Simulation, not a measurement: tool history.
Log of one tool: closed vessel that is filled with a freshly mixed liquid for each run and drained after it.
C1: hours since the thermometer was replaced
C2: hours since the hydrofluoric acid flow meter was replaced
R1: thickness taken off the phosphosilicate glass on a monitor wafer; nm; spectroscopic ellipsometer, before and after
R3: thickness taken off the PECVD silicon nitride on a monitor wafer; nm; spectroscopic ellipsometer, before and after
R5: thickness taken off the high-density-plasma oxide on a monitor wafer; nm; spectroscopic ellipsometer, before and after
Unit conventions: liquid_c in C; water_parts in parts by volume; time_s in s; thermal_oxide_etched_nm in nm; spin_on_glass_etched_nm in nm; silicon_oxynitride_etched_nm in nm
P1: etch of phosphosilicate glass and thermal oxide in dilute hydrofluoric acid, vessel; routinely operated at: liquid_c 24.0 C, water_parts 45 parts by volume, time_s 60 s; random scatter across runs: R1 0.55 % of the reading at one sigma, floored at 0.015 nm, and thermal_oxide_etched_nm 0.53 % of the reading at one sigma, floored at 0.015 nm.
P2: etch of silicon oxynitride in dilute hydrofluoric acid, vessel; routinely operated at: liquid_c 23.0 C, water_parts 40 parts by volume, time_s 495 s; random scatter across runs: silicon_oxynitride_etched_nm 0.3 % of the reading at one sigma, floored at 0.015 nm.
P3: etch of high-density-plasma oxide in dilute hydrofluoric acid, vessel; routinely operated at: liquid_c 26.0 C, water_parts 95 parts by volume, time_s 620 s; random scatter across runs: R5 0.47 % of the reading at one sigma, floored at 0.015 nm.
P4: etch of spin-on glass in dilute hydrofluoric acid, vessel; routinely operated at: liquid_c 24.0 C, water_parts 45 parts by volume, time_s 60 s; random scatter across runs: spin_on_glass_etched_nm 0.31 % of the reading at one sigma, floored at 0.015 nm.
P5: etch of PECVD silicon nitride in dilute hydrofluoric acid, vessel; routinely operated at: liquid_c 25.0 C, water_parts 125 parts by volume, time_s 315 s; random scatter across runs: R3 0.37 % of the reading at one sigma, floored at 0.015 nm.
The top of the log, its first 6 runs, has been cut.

Run 7, hour 29.1: process P5, liquid_c 25.0 C, water_parts 125 parts by volume, time_s 315 s; C1 2113.3; C2 10.9. Result: R3 11.7470 nm.
Run 8, hour 32.0: process P2, liquid_c 23.0 C, water_parts 40 parts by volume, time_s 30 s; C1 2116.2; C2 13.8. Result: silicon_oxynitride_etched_nm 1.0554 nm.
Run 9, hour 38.2: process P2, liquid_c 30.0 C, water_parts 40 parts by volume, time_s 495 s; C1 2122.4; C2 20.0. Result: silicon_oxynitride_etched_nm 24.1190 nm.
Run 10, hour 43.8: process P1, liquid_c 24.0 C, water_parts 45 parts by volume, time_s 60 s; C1 2128.0; C2 25.6. Result: R1 148.280 nm, thermal_oxide_etched_nm 7.1462 nm.
Run 11, hour 50.4: process P5, liquid_c 17.0 C, water_parts 125 parts by volume, time_s 315 s; C1 2134.6; C2 32.2. Result: R3 6.9203 nm.
Run 12, hour 55.4: process P2, liquid_c 23.0 C, water_parts 20 parts by volume, time_s 495 s; C1 2139.6; C2 37.2. Result: silicon_oxynitride_etched_nm 35.0990 nm.
Run 13, hour 60.6: process P5, liquid_c 25.0 C, water_parts 125 parts by volume, time_s 315 s; C1 2144.8; C2 42.4. Result: R3 11.7870 nm.
Run 14, hour 66.8: process P1, liquid_c 31.5 C, water_parts 45 parts by volume, time_s 60 s; C1 2151.0; C2 48.6. Result: R1 199.660 nm, thermal_oxide_etched_nm 9.6868 nm.
Run 15, hour 70.4: process P1, liquid_c 24.0 C, water_parts 45 parts by volume, time_s 30 s; C1 2154.6; C2 52.2. Result: R1 74.469 nm, thermal_oxide_etched_nm 3.5665 nm.
Run 16, hour 76.2: process P4, liquid_c 24.0 C, water_parts 45 parts by volume, time_s 60 s; C1 2160.4; C2 58.0. Result: spin_on_glass_etched_nm 37.755 nm.
Run 17, hour 80.6: process P1, liquid_c 24.0 C, water_parts 45 parts by volume, time_s 60 s; C1 2164.8; C2 62.4. Result: R1 150.680 nm, thermal_oxide_etched_nm 7.1884 nm.
Run 18, hour 85.8: process P3, liquid_c 26.0 C, water_parts 95 parts by volume, time_s 620 s; C1 2170.0; C2 67.6. Result: R5 35.899 nm.
Run 19, hour 89.0: process P1, liquid_c 17.5 C, water_parts 45 parts by volume, time_s 60 s; C1 2173.2; C2 70.8. Result: R1 112.790 nm, thermal_oxide_etched_nm 5.4648 nm.
Run 20, hour 93.4: process P5, liquid_c 25.0 C, water_parts 210 parts by volume, time_s 315 s; C1 2177.6; C2 75.2. Result: R3 7.0654 nm.
At hour 94.1: thermometer replaced.
Run 21, hour 98.7: process P1, liquid_c 24.0 C, water_parts 70 parts by volume, time_s 60 s; C1 4.7; C2 80.5. Result: R1 93.293 nm, thermal_oxide_etched_nm 4.4825 nm.
Run 22, hour 105.3: process P1, liquid_c 24.0 C, water_parts 45 parts by volume, time_s 60 s; C1 11.3; C2 87.1. Result: R1 148.140 nm, thermal_oxide_etched_nm 7.1479 nm.

Run 23 has not been measured yet. What should we expect?
Run 23, hour 111.0: process P4, liquid_c 24.0 C, water_parts 45 parts by volume, time_s 60 s; C1 17.0; C2 92.8. Result: spin_on_glass_etched_nm ?.

For run 23 the tool returned spin_on_glass_etched_nm 37.599 nm.
